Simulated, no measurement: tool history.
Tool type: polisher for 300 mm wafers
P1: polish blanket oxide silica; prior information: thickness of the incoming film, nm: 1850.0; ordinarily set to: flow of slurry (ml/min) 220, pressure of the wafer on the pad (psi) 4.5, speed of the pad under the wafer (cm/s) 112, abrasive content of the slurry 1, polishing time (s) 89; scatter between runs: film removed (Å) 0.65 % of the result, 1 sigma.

| run | hour | flow of slurry (ml/min) | pressure of the wafer on the pad (psi) | speed of the pad under the wafer (cm/s) | abrasive content of the slurry | polishing time (s) | wafers polished on this pad | hours since the slurry nozzle was cleaned | hours since the head pressure was calibrated | hours since the slurry blender was calibrated | hours since the conditioning disc was replaced | film removed (Å) |
|---|---|---|---|---|---|---|---|---|---|---|---|---|
| 1 | 9.4 | 220 | 4.5 | 112 | 1 | 89 | 266 | 498.4 | 326.2 | 382.7 | 192.5 | 3166.2 |
| 2 | 14.8 | 300 | 3 | 112 | 1 | 89 | 331 | 503.8 | 331.6 | 388.1 | 197.9 | 2174.4 |
| 3 | 20.3 | 220 | 4.5 | 112 | 1 | 89 | 396 | 509.3 | 337.1 | 393.6 | 203.4 | 3172.3 |
| 4 | 25.3 | 290 | 4.5 | 162 | 1 | 89 | 456 | 514.3 | 342.1 | 398.6 | 208.4 | 4353.4 |
| 5 | 33.2 | 220 | 4.5 | 112 | 1 | 89 | 551 | 522.2 | 350 | 406.5 | 216.3 | 3155 |
| 6 | 42.4 | 220 | 4.5 | 112 | 1 | 89 | 661 | 531.4 | 359.2 | 415.7 | 225.5 | 3147.6 |
| 7 | 48 | 315 | 4.5 | 112 | 1 | 89 | 728 | 537 | 364.8 | 421.3 | 231.1 | 3287 |
| 8 | 55.6 | 220 | 6.7 | 112 | 1 | 89 | 819 | 544.6 | 372.4 | 428.9 | 238.7 | 4754 |
| 9 | 62.2 | 220 | 2.4 | 112 | 1 | 89 | 898 | 551.2 | 379 | 435.5 | 245.3 | 1690.7 |
|  | 70.3 | conditioning disc replaced and pad reconditioned |
| 10 | 70.3 | 220 | 4.5 | 112 | 1 | 49 | 996 | 559.3 | 387.1 | 443.6 | 0 | 1736.7 |
| 11 | 77.2 | 220 | 6.8 | 112 | 1 | 48 | 1078 | 566.2 | 394 | 450.5 | 6.9 | 2582.6 |
| 12 | 82.3 | 160 | 4.5 | 112 | 1 | 89 | 1139 | 571.3 | 399.1 | 455.6 | 12 | 2987.6 |
| 13 | 92.1 | 220 | 4.5 | 178 | 1 | 89 | 1257 | 581.1 | 408.9 | 465.4 | 21.8 | 4551.3 |
| 14 | 97 | 220 | 4.5 | 112 | 1 | 117 | 1315 | 586 | 413.8 | 470.3 | 26.7 | 4116.6 |
| 15 | 103.5 | 220 | 4.5 | 112 | 1.4 | 89 | 1393 | 592.5 | 420.3 | 476.8 | 33.2 | 3606.8 |
| 16 | 112.5 | 220 | 4.5 | 50 | 1 | 89 | 1501 | 601.5 | 429.3 | 485.8 | 42.2 | 1653.2 |
| 17 | 119.6 | 220 | 4.5 | 112 | 0.55 | 89 | 1586 | 608.6 | 436.4 | 492.9 | 49.3 | 2280.7 |
| 18 | 124 | 220 | 4.5 | 112 | 1 | 89 | 1639 | 613 | 440.8 | 497.3 | 53.7 | 3161.4 |
| 19 | 129.6 | 220 | 4.5 | 112 | 1 | 89 | 1706 | 618.6 | 446.4 | 502.9 | 59.3 | 2978.5 |
|  | 138.6 | conditioning disc replaced and pad reconditioned |
| 20 | 139.4 | 220 | 4.5 | 112 | 1 | 89 | 1824 | 628.4 | 456.2 | 512.7 | 0.9 | 2851.6 |

Run 21, settings as shown, results not yet in. Your forecast:
| 21 | 144.6 | 220 | 4.5 | 112 | 1 | 89 | 1886 | 633.6 | 461.4 | 517.9 | 6.1 | ? |

Logged for run 21: film removed (Å) 2800.1.

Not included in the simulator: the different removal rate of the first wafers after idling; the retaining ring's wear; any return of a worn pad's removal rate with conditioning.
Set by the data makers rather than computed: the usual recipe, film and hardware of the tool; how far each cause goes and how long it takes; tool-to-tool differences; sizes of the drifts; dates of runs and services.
